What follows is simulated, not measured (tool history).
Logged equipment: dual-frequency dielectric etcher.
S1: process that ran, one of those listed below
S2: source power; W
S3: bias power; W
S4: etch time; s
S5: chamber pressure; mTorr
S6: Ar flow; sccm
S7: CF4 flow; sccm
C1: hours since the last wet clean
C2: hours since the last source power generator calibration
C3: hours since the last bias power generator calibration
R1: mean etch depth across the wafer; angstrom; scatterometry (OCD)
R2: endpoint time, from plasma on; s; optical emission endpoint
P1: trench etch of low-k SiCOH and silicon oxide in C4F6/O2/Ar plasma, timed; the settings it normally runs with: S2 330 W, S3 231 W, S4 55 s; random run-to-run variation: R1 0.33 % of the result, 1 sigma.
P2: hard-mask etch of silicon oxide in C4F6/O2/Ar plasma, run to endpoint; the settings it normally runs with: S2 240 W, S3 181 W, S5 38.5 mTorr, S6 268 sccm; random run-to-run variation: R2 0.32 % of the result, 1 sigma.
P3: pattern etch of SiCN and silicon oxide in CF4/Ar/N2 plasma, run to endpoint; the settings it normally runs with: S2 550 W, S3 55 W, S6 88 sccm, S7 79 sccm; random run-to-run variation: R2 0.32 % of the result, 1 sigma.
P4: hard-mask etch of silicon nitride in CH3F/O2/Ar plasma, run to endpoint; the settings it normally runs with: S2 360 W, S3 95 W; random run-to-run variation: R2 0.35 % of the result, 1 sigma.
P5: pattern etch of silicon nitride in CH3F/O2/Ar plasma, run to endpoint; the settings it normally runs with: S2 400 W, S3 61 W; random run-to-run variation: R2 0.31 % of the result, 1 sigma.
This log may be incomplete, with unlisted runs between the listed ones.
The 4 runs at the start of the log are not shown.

run,day,S1,S2,S3,S4,S5,S6,S7,C1,C2,C3,R1,R2
5,1.471,P2,240,181,,38.5,379,,272.4,2450.0,391.6,,103.080
6,1.762,P4,360,133,,,,,279.4,2457.0,398.6,,49.813
7,2.129,P3,550,55,,,88,79,288.2,2465.8,407.4,,18.714
8,2.396,P5,400,78,,,,,294.6,2472.2,413.8,,38.904
# day 2.571: source power generator calibrated
9,2.588,P5,400,61,,,,,299.2,0.4,418.4,,41.902
10,2.883,P4,360,95,,,,,306.3,7.5,425.5,,56.311
11,3.321,P3,550,68,,,88,79,316.8,18.0,436.0,,17.497
12,3.633,P3,550,55,,,88,112,324.3,25.5,443.5,,17.892
13,3.858,P2,240,107,,38.5,268,,329.7,30.9,448.9,,116.920
14,4.142,P1,330,231,55,,,,336.5,37.7,455.7,1805.2,
15,4.412,P4,360,95,,,,,343.0,44.2,462.2,,56.361
16,4.629,P1,330,231,55,,,,348.2,49.4,467.4,1803.8,
17,4.879,P1,330,231,55,,,,354.2,55.4,473.4,1809.4,
18,5.188,P2,300,181,,38.5,268,,361.6,62.8,480.8,,92.043
19,5.500,P1,330,231,55,,,,369.1,70.3,488.3,1801.5,
20,5.879,P3,550,55,,,104,79,378.2,79.4,497.4,,19.259
21,6.146,P1,410,231,55,,,,384.6,85.8,503.8,1948.7,
22,6.579,P3,340,55,,,88,79,395.0,96.2,514.2,,28.794
23,6.825,P1,330,231,55,,,,400.9,102.1,520.1,1799.0,

What does the tool deliver on the next run?
24,7.021,P1,330,136,55,,,,405.6,106.8,524.8,?,

Run 24 measured R1 1518.6 angstrom.

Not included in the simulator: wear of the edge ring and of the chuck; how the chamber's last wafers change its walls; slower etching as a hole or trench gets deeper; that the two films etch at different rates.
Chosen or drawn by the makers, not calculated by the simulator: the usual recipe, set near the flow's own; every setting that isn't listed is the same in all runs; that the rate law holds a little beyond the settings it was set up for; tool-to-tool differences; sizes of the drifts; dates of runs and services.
